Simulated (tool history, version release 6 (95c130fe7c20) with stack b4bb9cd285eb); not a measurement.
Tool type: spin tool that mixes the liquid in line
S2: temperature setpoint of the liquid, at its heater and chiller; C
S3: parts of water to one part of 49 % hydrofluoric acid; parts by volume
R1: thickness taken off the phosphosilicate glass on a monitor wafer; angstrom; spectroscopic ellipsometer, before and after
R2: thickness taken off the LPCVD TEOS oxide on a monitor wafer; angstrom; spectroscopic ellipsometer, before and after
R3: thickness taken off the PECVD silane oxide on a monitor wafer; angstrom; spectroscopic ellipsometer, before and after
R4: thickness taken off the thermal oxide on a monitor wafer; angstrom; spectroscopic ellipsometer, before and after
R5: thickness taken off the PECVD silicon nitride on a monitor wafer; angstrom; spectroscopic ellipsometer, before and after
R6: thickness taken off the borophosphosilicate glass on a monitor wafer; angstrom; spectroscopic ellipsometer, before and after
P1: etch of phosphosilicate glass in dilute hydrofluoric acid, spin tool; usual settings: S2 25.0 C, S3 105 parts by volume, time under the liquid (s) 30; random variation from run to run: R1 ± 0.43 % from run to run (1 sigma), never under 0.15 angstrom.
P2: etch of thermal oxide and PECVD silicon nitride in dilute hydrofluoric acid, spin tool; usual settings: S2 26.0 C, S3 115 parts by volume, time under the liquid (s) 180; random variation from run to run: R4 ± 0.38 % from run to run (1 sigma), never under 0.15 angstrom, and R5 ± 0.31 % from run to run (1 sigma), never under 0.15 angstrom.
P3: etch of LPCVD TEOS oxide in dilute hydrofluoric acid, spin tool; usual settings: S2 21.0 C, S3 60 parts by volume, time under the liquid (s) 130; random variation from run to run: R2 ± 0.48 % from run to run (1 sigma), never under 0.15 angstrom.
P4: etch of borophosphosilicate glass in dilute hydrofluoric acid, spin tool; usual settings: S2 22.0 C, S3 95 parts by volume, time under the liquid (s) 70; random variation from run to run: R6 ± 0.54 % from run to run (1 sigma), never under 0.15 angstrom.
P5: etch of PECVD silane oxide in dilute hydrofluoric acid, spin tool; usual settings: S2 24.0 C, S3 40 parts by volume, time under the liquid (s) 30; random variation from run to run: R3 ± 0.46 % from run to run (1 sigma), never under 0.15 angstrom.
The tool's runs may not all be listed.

run 1 hour=4.1 | process_that_ran=P1 S2=25.0 S3=105 time_under_the_liquid_(s)=30 | R1=439.80
run 2 hour=9.2 | process_that_ran=P1 S2=25.0 S3=105 time_under_the_liquid_(s)=30 | R1=441.31
run 3 hour=16.4 | process_that_ran=P3 S2=21.0 S3=60 time_under_the_liquid_(s)=15 | R2=61.569
run 4 hour=21.7 | process_that_ran=P1 S2=25.0 S3=105 time_under_the_liquid_(s)=15 | R1=221.13
run 5 hour=25.6 | process_that_ran=P1 S2=19.5 S3=105 time_under_the_liquid_(s)=30 | R1=351.88
run 6 hour=32.3 | process_that_ran=P5 S2=24.0 S3=40 time_under_the_liquid_(s)=30 | R3=288.93
run 7 hour=36.3 | process_that_ran=P1 S2=25.0 S3=185 time_under_the_liquid_(s)=30 | R1=229.00
run 8 hour=39.7 | process_that_ran=P2 S2=32.5 S3=115 time_under_the_liquid_(s)=180 | R4=105.230 R5=149.960
run 9 hour=43.6 | process_that_ran=P4 S2=22.0 S3=95 time_under_the_liquid_(s)=110 | R6=275.78
-- hour=43.7 thermometer replaced
run 10 hour=51.1 | process_that_ran=P1 S2=19.5 S3=105 time_under_the_liquid_(s)=55 | R1=651.33
run 11 hour=58.5 | process_that_ran=P2 S2=26.0 S3=25 time_under_the_liquid_(s)=180 | R4=425.750 R5=443.590
run 12 hour=64.6 | process_that_ran=P1 S2=25.0 S3=105 time_under_the_liquid_(s)=45 | R1=662.91
run 13 hour=69.8 | process_that_ran=P3 S2=26.0 S3=60 time_under_the_liquid_(s)=130 | R2=655.780
run 14 hour=74.4 | process_that_ran=P3 S2=21.0 S3=40 time_under_the_liquid_(s)=130 | R2=826.870
run 15 hour=79.2 | process_that_ran=P1 S2=25.0 S3=50 time_under_the_liquid_(s)=30 | R1=991.60
run 16 hour=83.3 | process_that_ran=P2 S2=26.0 S3=115 time_under_the_liquid_(s)=275 | R4=125.480 R5=151.990
run 17 hour=88.6 | process_that_ran=P4 S2=28.5 S3=95 time_under_the_liquid_(s)=70 | R6=227.20
run 18 hour=94.0 | process_that_ran=P5 S2=24.0 S3=60 time_under_the_liquid_(s)=30 | R3=188.64
run 19 hour=99.7 | process_that_ran=P5 S2=18.5 S3=40 time_under_the_liquid_(s)=30 | R3=230.86
run 20 hour=103.8 | process_that_ran=P1 S2=25.0 S3=105 time_under_the_liquid_(s)=30 | R1=441.68
run 21 hour=107.2 | process_that_ran=P1 S2=31.0 S3=105 time_under_the_liquid_(s)=30 | R1=552.25
run 22 hour=114.4 | process_that_ran=P1 S2=25.0 S3=105 time_under_the_liquid_(s)=30 | R1=441.50
run 23 hour=118.0 | process_that_ran=P5 S2=24.0 S3=40 time_under_the_liquid_(s)=15 | R3=145.32
run 24 hour=124.4 | process_that_ran=P2 S2=26.0 S3=115 time_under_the_liquid_(s)=180 | R4=81.770 R5=99.720
run 25 hour=131.1 | process_that_ran=P1 S2=25.0 S3=105 time_under_the_liquid_(s)=30 | R1=442.77
run 26 hour=136.9 | process_that_ran=P3 S2=21.0 S3=60 time_under_the_liquid_(s)=130 | R2=538.040
run 27 hour=140.4 | process_that_ran=P4 S2=22.0 S3=150 time_under_the_liquid_(s)=70 | R6=105.14
run 28 hour=145.9 | process_that_ran=P4 S2=22.0 S3=95 time_under_the_liquid_(s)=70 | R6=177.85
run 29 hour=150.1 | process_that_ran=P3 S2=21.0 S3=60 time_under_the_liquid_(s)=130 | R2=537.220
run 30 hour=155.6 | process_that_ran=P1 S2=25.0 S3=105 time_under_the_liquid_(s)=30 | R1=441.22
run 31 hour=160.4 | process_that_ran=P1 S2=25.0 S3=105 time_under_the_liquid_(s)=30 | R1=439.34
run 32 hour=165.8 | process_that_ran=P2 S2=26.0 S3=115 time_under_the_liquid_(s)=180 | R4=81.768 R5=99.598
run 33 hour=169.7 | process_that_ran=P1 S2=25.0 S3=105 time_under_the_liquid_(s)=30 | R1=439.23
run 34 hour=177.0 | process_that_ran=P1 S2=25.0 S3=105 time_under_the_liquid_(s)=30 | R1=426.93
run 35 hour=181.8 | process_that_ran=P1 S2=25.0 S3=105 time_under_the_liquid_(s)=30 | R1=420.44
run 36 hour=188.4 | process_that_ran=P1 S2=25.0 S3=105 time_under_the_liquid_(s)=30 | R1=414.97
run 37 hour=193.3 | process_that_ran=P1 S2=25.0 S3=105 time_under_the_liquid_(s)=30 | R1=412.42
run 38 hour=198.1 | process_that_ran=P1 S2=25.0 S3=105 time_under_the_liquid_(s)=30 | R1=410.41
run 39 hour=203.6 | process_that_ran=P1 S2=25.0 S3=105 time_under_the_liquid_(s)=30 | R1=411.68
run 40 hour=210.5 | process_that_ran=P1 S2=25.0 S3=105 time_under_the_liquid_(s)=30 | R1=407.85
run 41 hour=217.3 | process_that_ran=P1 S2=25.0 S3=105 time_under_the_liquid_(s)=30 | R1=405.18
run 42 hour=221.9 | process_that_ran=P1 S2=25.0 S3=105 time_under_the_liquid_(s)=30 | R1=404.74

What P1 gives has crept away from where it was. These 2 causes fit the log equally well, each at the size given:
A: liquid colder than its thermometer reads (K) = 2.04
B: hydrofluoric acid flow below the setpoint (%) = 6.85
At approximately hour 169.7, the process output began to creep.

The check runs listed below each take one wafer, and their results are still question marks. Under which run would the listed causes lead to clearly different results?
run check 1 hour=226.5 | process_that_ran=P3 S2=21.0 S3=60 time_under_the_liquid_(s)=130 | R2=?
run check 2 hour=226.5 | process_that_ran=P2 S2=26.0 S3=115 time_under_the_liquid_(s)=180 | R4=? R5=?
run check 3 hour=226.5 | process_that_ran=P4 S2=22.0 S3=95 time_under_the_liquid_(s)=70 | R6=?
run check 4 hour=226.5 | process_that_ran=P5 S2=24.0 S3=40 time_under_the_liquid_(s)=30 | R3=?

Check results expected under each cause:
check=check_1 result=R2 if_A=492.500 if_B=497.340
check=check_2 result=R4 if_A=75.913 if_B=75.735
check=check_2 result=R5 if_A=87.362 if_B=92.934
check=check_3 result=R6 if_A=162.20 if_B=162.87
check=check_4 result=R3 if_A=266.78 if_B=269.58
How far apart the two closest causes lie, in the result that separates them most: check 1 0.98 %; check 2 6.18 %; check 3 0.41 %; check 4 1.04 %
The other checks would show nearly matching results whichever cause is true, so check 2 is the only one that separates the causes.

Check 2 was then run and gave: R4 75.552 angstrom; R5 87.693 angstrom. Which cause is it?

The cause is A: liquid colder than its thermometer reads (K).
